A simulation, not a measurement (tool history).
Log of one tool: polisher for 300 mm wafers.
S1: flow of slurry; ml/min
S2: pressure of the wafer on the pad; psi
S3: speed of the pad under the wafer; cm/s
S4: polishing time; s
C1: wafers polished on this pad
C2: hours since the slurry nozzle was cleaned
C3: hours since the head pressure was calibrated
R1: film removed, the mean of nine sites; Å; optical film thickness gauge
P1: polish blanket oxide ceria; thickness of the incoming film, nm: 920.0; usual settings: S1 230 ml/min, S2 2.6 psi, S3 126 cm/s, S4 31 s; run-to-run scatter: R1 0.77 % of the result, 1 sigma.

run,hour,S1,S2,S3,S4,C1,C2,C3,R1
1,10.0,230,2.6,126,31,449,354.4,326.8,1285.10
2,24.1,230,2.6,190,31,657,368.5,340.9,1898.10
3,37.7,230,2.6,126,31,858,382.1,354.5,1265.90
4,50.4,230,2.6,56,31,1046,394.8,367.2,562.63
5,62.7,230,2.6,126,16,1227,407.1,379.5,662.95
6,78.4,140,2.6,126,20,1459,422.8,395.2,761.06
7,94.0,290,2.6,126,31,1689,438.4,410.8,1301.60
8,102.4,230,2.6,126,31,1813,446.8,419.2,1277.80
9,119.7,230,2.6,126,31,2068,464.1,436.5,1258.60
10,129.0,230,2.6,84,44,2205,473.4,445.8,1202.90
11,142.3,230,4.1,126,31,2402,486.7,459.1,1960.00
12,152.8,230,2.6,126,31,2557,497.2,469.6,1266.80
13,169.3,230,3.5,62,31,2800,513.7,486.1,834.01
14,180.7,230,2.6,126,44,2968,525.1,497.5,1798.60
15,198.3,140,2.6,126,31,3228,542.7,515.1,1181.00
16,215.0,230,1.9,126,31,3475,559.4,531.8,942.72
17,234.2,230,2.6,126,31,3758,578.6,551.0,1280.20
18,251.0,230,2.6,126,31,4006,595.4,567.8,1257.50
19,268.2,230,2.6,126,31,4260,612.6,585.0,1248.70
# hour 282.7: head pressure recalibrated
20,284.7,230,2.6,126,31,4503,629.1,2.0,1217.80
21,294.4,230,2.6,126,31,4646,638.8,11.7,1211.80
22,304.2,230,2.6,126,31,4791,648.6,21.5,1222.60
23,315.0,230,2.6,126,31,4950,659.4,32.3,1216.70
24,331.6,230,2.6,126,31,5195,676.0,48.9,1212.50

What P1 gives has crept away from where it was. These 2 causes fit the log equally well, each at the size given:
A: removal rate lost through wear of the pad, % = 4.4
B: slurry flow missing at the pad, % = 28
The creep began at about hour 251.0.
Why every other cause is out:
head's pressure below its setpoint, %: serviced at hour 282.7, which brought nothing back

4 check runs are offered, each on 5 wafers whose results are averaged, their results left as question marks. Which one tells the causes apart?
check 1,348.2,230,2.6,190,31,,,,?
check 2,348.2,230,2.6,80,18,,,,?
check 3,348.2,230,3.9,126,31,,,,?
check 4,348.2,140,2.6,68,31,,,,?

What each check would give under each cause:
check,result,if A,if B
check 1,R1,1830.60,1830.70
check 2,R1,447.54,447.57
check 3,R1,1820.90,1821.10
check 4,R1,608.55,592.94
How far apart the two closest causes lie, in the result that separates them most: check 1 0.01 %; check 2 0.01 %; check 3 0.01 %; check 4 2.6 %
Check 4 tells the causes apart: in the others they would give nearly the same result.

Check 4 was then run and gave: R1 593.31 Å. Which cause is it?

It is B: slurry flow missing at the pad, %.

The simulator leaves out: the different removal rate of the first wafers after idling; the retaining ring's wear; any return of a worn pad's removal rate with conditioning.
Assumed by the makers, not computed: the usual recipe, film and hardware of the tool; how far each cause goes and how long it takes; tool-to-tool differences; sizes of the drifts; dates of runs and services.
